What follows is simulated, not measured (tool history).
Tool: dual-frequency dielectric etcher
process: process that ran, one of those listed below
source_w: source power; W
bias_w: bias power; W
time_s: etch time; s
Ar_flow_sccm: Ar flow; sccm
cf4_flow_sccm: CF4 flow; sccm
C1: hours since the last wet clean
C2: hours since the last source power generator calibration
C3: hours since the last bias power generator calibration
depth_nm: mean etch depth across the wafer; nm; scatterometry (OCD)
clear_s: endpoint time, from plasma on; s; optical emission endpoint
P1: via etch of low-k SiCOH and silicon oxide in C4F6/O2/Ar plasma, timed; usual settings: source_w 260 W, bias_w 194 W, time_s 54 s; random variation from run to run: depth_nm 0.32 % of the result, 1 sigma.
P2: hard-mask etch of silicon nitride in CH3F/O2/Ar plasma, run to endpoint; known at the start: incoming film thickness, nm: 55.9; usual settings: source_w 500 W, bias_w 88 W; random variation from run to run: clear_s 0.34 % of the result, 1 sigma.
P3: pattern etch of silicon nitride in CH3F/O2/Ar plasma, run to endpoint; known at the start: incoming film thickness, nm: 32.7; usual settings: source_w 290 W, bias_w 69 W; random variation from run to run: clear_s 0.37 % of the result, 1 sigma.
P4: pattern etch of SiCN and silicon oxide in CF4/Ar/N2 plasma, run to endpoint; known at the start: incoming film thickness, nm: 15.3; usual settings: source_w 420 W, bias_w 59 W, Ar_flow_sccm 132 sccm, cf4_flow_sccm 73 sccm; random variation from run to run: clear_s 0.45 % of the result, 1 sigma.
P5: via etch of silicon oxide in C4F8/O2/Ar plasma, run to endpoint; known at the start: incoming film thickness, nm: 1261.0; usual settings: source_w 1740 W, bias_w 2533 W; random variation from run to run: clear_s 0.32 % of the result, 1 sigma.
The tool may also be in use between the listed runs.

Run 1, day 0.204: process P1, source_w 260 W, bias_w 194 W, time_s 54 s; C1 204.6; C2 1424.4; C3 1189.7. Result: depth_nm 119.93 nm.
Run 2, day 0.396: process P4, source_w 280 W, bias_w 59 W, Ar_flow_sccm 132 sccm, cf4_flow_sccm 73 sccm; C1 209.2; C2 1429; C3 1194.3. Result: clear_s 29.907 s.
Run 3, day 0.592: process P1, source_w 260 W, bias_w 194 W, time_s 54 s; C1 213.9; C2 1433.7; C3 1199. Result: depth_nm 120.33 nm.
Run 4, day 0.829: process P4, source_w 420 W, bias_w 59 W, Ar_flow_sccm 132 sccm, cf4_flow_sccm 49 sccm; C1 219.6; C2 1439.4; C3 1204.7. Result: clear_s 22.215 s.
Run 5, day 0.971: process P1, source_w 360 W, bias_w 194 W, time_s 54 s; C1 223; C2 1442.8; C3 1208.1. Result: depth_nm 137.13 nm.
Run 6, day 1.183: process P1, source_w 260 W, bias_w 122 W, time_s 54 s; C1 228.1; C2 1447.9; C3 1213.2. Result: depth_nm 104.45 nm.
Run 7, day 1.371: process P1, source_w 260 W, bias_w 271 W, time_s 54 s; C1 232.6; C2 1452.4; C3 1217.7. Result: depth_nm 135.53 nm.
Run 8, day 1.642: process P1, source_w 260 W, bias_w 194 W, time_s 54 s; C1 239.1; C2 1458.9; C3 1224.2. Result: depth_nm 120.08 nm.
Run 9, day 1.929: process P4, source_w 420 W, bias_w 59 W, Ar_flow_sccm 90 sccm, cf4_flow_sccm 73 sccm; C1 246; C2 1465.8; C3 1231.1. Result: clear_s 19.448 s.
Run 10, day 2.108: process P2, source_w 310 W, bias_w 88 W; C1 250.3; C2 1470.1; C3 1235.4. Result: clear_s 85.389 s.
Run 11, day 2.329: process P5, source_w 1740 W, bias_w 1749 W; C1 255.6; C2 1475.4; C3 1240.7. Result: clear_s 274.58 s.
Run 12, day 2.567: process P1, source_w 170 W, bias_w 194 W, time_s 54 s; C1 261.3; C2 1481.1; C3 1246.4. Result: depth_nm 102.61 nm.
Run 13, day 2.762: process P5, source_w 2440 W, bias_w 2533 W; C1 266; C2 1485.8; C3 1251.1. Result: clear_s 215.57 s.
Run 14, day 2.992: process P1, source_w 260 W, bias_w 243 W, time_s 69 s; C1 271.5; C2 1491.3; C3 1256.6. Result: depth_nm 165.19 nm.
Run 15, day 3.133: process P4, source_w 420 W, bias_w 74 W, Ar_flow_sccm 132 sccm, cf4_flow_sccm 73 sccm; C1 274.9; C2 1494.7; C3 1260. Result: clear_s 19.231 s.
Run 16, day 3.417: process P3, source_w 290 W, bias_w 46 W; C1 281.7; C2 1501.5; C3 1266.8. Result: clear_s 63.113 s.
Run 17, day 3.675: process P2, source_w 500 W, bias_w 88 W; C1 287.9; C2 1507.7; C3 1273. Result: clear_s 70.866 s.
Run 18, day 3.892: process P3, source_w 290 W, bias_w 69 W; C1 293.1; C2 1512.9; C3 1278.2. Result: clear_s 54.937 s.
Run 19, day 4.183: process P3, source_w 290 W, bias_w 69 W; C1 300.1; C2 1519.9; C3 1285.2. Result: clear_s 54.86 s.
Run 20, day 4.333: process P4, source_w 420 W, bias_w 59 W, Ar_flow_sccm 132 sccm, cf4_flow_sccm 73 sccm; C1 303.7; C2 1523.5; C3 1288.8. Result: clear_s 20.73 s.
Run 21, day 4.558: process P5, source_w 1740 W, bias_w 2533 W; C1 309.1; C2 1528.9; C3 1294.2. Result: clear_s 247.91 s.

The next listed run, before its measurement:
Run 22, day 4.729: process P1, source_w 260 W, bias_w 194 W, time_s 65.5 s; C1 313.2; C2 1533; C3 1298.3. Result: depth_nm ?.

Run 22 gave depth_nm 146.18 nm.

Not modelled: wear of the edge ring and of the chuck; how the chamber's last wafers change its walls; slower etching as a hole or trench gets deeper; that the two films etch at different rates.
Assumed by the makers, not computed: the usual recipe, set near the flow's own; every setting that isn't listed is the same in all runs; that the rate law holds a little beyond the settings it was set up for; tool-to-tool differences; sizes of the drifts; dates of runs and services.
